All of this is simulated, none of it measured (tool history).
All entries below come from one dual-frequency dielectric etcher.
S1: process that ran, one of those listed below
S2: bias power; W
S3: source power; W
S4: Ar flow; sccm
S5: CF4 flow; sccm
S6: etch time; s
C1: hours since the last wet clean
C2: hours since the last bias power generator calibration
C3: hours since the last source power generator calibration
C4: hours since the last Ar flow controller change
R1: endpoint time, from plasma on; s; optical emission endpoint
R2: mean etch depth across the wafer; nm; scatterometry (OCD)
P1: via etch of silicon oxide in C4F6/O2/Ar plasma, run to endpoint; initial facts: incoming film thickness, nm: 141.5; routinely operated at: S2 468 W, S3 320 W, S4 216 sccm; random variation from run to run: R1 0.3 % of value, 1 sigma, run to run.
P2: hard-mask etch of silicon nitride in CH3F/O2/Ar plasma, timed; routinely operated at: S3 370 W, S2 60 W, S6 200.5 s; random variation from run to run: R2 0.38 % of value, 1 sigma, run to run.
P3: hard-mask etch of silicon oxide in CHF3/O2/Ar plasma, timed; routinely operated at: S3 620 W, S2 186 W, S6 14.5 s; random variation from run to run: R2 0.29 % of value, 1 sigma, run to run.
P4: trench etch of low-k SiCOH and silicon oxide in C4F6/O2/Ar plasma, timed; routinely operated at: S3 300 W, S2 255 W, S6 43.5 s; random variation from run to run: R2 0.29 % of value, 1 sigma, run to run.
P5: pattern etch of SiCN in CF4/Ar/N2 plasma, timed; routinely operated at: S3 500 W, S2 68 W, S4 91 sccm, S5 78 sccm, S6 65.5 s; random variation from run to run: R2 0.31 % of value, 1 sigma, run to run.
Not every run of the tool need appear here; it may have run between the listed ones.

| run | hour | S1 | S2 | S3 | S4 | S5 | S6 | C1 | C2 | C3 | C4 | R1 | R2 |
|---|---|---|---|---|---|---|---|---|---|---|---|---|---|
| 1 | 6.2 | P1 | 468 | 320 | 216 |  |  | 80.9 | 862.8 | 1323.4 | 309.8 | 34.226 |  |
| 2 | 14.1 | P5 | 68 | 500 | 65 | 78 | 65.5 | 88.8 | 870.7 | 1331.3 | 317.7 |  | 63.533 |
| 3 | 24.5 | P5 | 68 | 500 | 91 | 78 | 90.5 | 99.2 | 881.1 | 1341.7 | 328.1 |  | 82.921 |
|  | 27.3 | wet clean of the chamber |
| 4 | 29.3 | P1 | 468 | 320 | 151 |  |  | 2.1 | 885.9 | 1346.5 | 332.9 | 32.853 |  |
| 5 | 35.2 | P1 | 468 | 320 | 216 |  |  | 8 | 891.8 | 1352.4 | 338.8 | 34.093 |  |
| 6 | 41.1 | P1 | 585 | 320 | 276 |  |  | 13.9 | 897.7 | 1358.3 | 344.7 | 31.957 |  |
| 7 | 46.7 | P5 | 68 | 500 | 91 | 53 | 65.5 | 19.5 | 903.3 | 1363.9 | 350.3 |  | 56.924 |
| 8 | 53.1 | P3 | 150 | 620 |  |  | 14.5 | 25.9 | 909.7 | 1370.3 | 356.7 |  | 27.608 |
| 9 | 57.6 | P3 | 186 | 620 |  |  | 19 | 30.4 | 914.2 | 1374.8 | 361.2 |  | 38.783 |
| 10 | 67.7 | P2 | 60 | 300 |  |  | 200.5 | 40.5 | 924.3 | 1384.9 | 371.3 |  | 117.48 |
| 11 | 76.3 | P1 | 579 | 320 | 216 |  |  | 49.1 | 932.9 | 1393.5 | 379.9 | 31.345 |  |
| 12 | 82.1 | P4 | 339 | 300 |  |  | 43.5 | 54.9 | 938.7 | 1399.3 | 385.7 |  | 153 |
| 13 | 90.8 | P1 | 468 | 320 | 216 |  |  | 63.6 | 947.4 | 1408 | 394.4 | 34.013 |  |
| 14 | 100.8 | P3 | 186 | 770 |  |  | 14.5 | 73.6 | 957.4 | 1418 | 404.4 |  | 32.146 |
| 15 | 105.4 | P2 | 60 | 370 |  |  | 200.5 | 78.2 | 962 | 1422.6 | 409 |  | 127.32 |
| 16 | 110.8 | P1 | 468 | 320 | 216 |  |  | 83.6 | 967.4 | 1428 | 414.4 | 34.038 |  |
| 17 | 116.9 | P5 | 51 | 500 | 91 | 78 | 65.5 | 89.7 | 973.5 | 1434.1 | 420.5 |  | 54.946 |
| 18 | 125.7 | P1 | 333 | 320 | 216 |  |  | 98.5 | 982.3 | 1442.9 | 429.3 | 38.553 |  |
| 19 | 136.1 | P1 | 468 | 420 | 216 |  |  | 108.9 | 992.7 | 1453.3 | 439.7 | 30.959 |  |
| 20 | 141.5 | P2 | 60 | 370 |  |  | 200.5 | 114.3 | 998.1 | 1458.7 | 445.1 |  | 126.83 |
| 21 | 150.1 | P4 | 255 | 300 |  |  | 43.5 | 122.9 | 1006.7 | 1467.3 | 453.7 |  | 138.43 |
| 22 | 156.7 | P3 | 186 | 620 |  |  | 14.5 | 129.5 | 1013.3 | 1473.9 | 460.3 |  | 29.474 |
| 23 | 161.5 | P1 | 468 | 320 | 216 |  |  | 134.3 | 1018.1 | 1478.7 | 465.1 | 34.201 |  |
| 24 | 168.7 | P1 | 468 | 250 | 216 |  |  | 141.5 | 1025.3 | 1485.9 | 472.3 | 37.42 |  |
| 25 | 177.7 | P5 | 68 | 590 | 91 | 78 | 65.5 | 150.5 | 1034.3 | 1494.9 | 481.3 |  | 69.641 |
| 26 | 186.3 | P1 | 468 | 320 | 216 |  |  | 159.1 | 1042.9 | 1503.5 | 489.9 | 34.208 |  |
| 27 | 195.9 | P2 | 77 | 370 |  |  | 200.5 | 168.7 | 1052.5 | 1513.1 | 499.5 |  | 139.61 |
| 28 | 202.3 | P4 | 255 | 230 |  |  | 43.5 | 175.1 | 1058.9 | 1519.5 | 505.9 |  | 125.22 |
| 29 | 207.9 | P1 | 468 | 320 | 301 |  |  | 180.7 | 1064.5 | 1525.1 | 511.5 | 35.296 |  |
| 30 | 218.1 | P4 | 255 | 300 |  |  | 61 | 190.9 | 1074.7 | 1535.3 | 521.7 |  | 192.84 |
| 31 | 226 | P5 | 68 | 500 | 91 | 78 | 65.5 | 198.8 | 1082.6 | 1543.2 | 529.6 |  | 60.39 |
| 32 | 232 | P3 | 186 | 620 |  |  | 14.5 | 204.8 | 1088.6 | 1549.2 | 535.6 |  | 29.447 |
| 33 | 237.8 | P2 | 60 | 370 |  |  | 299 | 210.6 | 1094.4 | 1555 | 541.4 |  | 190.7 |
| 34 | 244.8 | P4 | 255 | 300 |  |  | 43.5 | 217.6 | 1101.4 | 1562 | 548.4 |  | 137.98 |
| 35 | 250.7 | P5 | 68 | 500 | 91 | 78 | 65.5 | 223.5 | 1107.3 | 1567.9 | 554.3 |  | 60.433 |
| 36 | 259.6 | P1 | 468 | 320 | 216 |  |  | 232.4 | 1116.2 | 1576.8 | 563.2 | 34.159 |  |
| 37 | 267.3 | P1 | 468 | 320 | 216 |  |  | 240.1 | 1123.9 | 1584.5 | 570.9 | 33.695 |  |
| 38 | 277.1 | P1 | 468 | 320 | 216 |  |  | 249.9 | 1133.7 | 1594.3 | 580.7 | 33.794 |  |
| 39 | 282.3 | P1 | 468 | 320 | 216 |  |  | 255.1 | 1138.9 | 1599.5 | 585.9 | 33.736 |  |
|  | 286 | Ar flow controller replaced |
| 40 | 290.9 | P1 | 468 | 320 | 216 |  |  | 263.7 | 1147.5 | 1608.1 | 4.9 | 33.661 |  |
| 41 | 299.6 | P1 | 468 | 320 | 216 |  |  | 272.4 | 1156.2 | 1616.8 | 13.6 | 33.72 |  |
|  | 307.6 | wet clean of the chamber |
| 42 | 309 | P1 | 468 | 320 | 216 |  |  | 1.5 | 1165.6 | 1626.2 | 23 | 33.534 |  |
| 43 | 314.8 | P1 | 468 | 320 | 216 |  |  | 7.3 | 1171.4 | 1632 | 28.8 | 33.71 |  |
| 44 | 321.7 | P1 | 468 | 320 | 216 |  |  | 14.2 | 1178.3 | 1638.9 | 35.7 | 33.615 |  |
| 45 | 329.2 | P1 | 468 | 320 | 216 |  |  | 21.7 | 1185.8 | 1646.4 | 43.2 | 33.52 |  |

What P1 gives has crept away from where it was. These 2 causes fit the log equally well, each at the size given:
A: source power that arrives over what is set, % = 4.46
B: bias power that arrives over what is set, % = 4.37
At approximately hour 259.6, the process output began to creep.
The rest of the possible causes, and what rules out each one:
chamber walls in a state that raises the etch rate, %: serviced at hour 307.6, after the change had begun; the process did not return to its earlier output
Ar flow that arrives under what is set, %: serviced at hour 286, after the change had begun; the process did not return to its earlier output

Consider the 4 single-wafer check runs listed below, results given as question marks: which one distinguishes between the causes by giving clearly different results for each?
| check 1 | 336.7 | P2 | 60 | 370 |  |  | 200.5 |  |  |  |  |  | ? |
| check 2 | 336.7 | P5 | 68 | 500 | 91 | 78 | 65.5 |  |  |  |  |  | ? |
| check 3 | 336.7 | P3 | 186 | 620 |  |  | 14.5 |  |  |  |  |  | ? |
| check 4 | 336.7 | P4 | 255 | 300 |  |  | 43.5 |  |  |  |  |  | ? |

Check results expected under each cause:
| check | result | if A | if B |
|---|---|---|---|
| check 1 | R2 | 129.68 | 129.35 |
| check 2 | R2 | 62.729 | 61.216 |
| check 3 | R2 | 30.047 | 29.982 |
| check 4 | R2 | 140.48 | 140.23 |
How far apart the two closest causes lie, in the result that separates them most: check 1 0.25 %; check 2 2.44 %; check 3 0.22 %; check 4 0.18 %
Only check 2 tells the causes apart: in the others they would give nearly the same result.

Here is what check 2 returned: R2 61.313 nm. Which cause is it?

It is B: bias power that arrives over what is set, %.
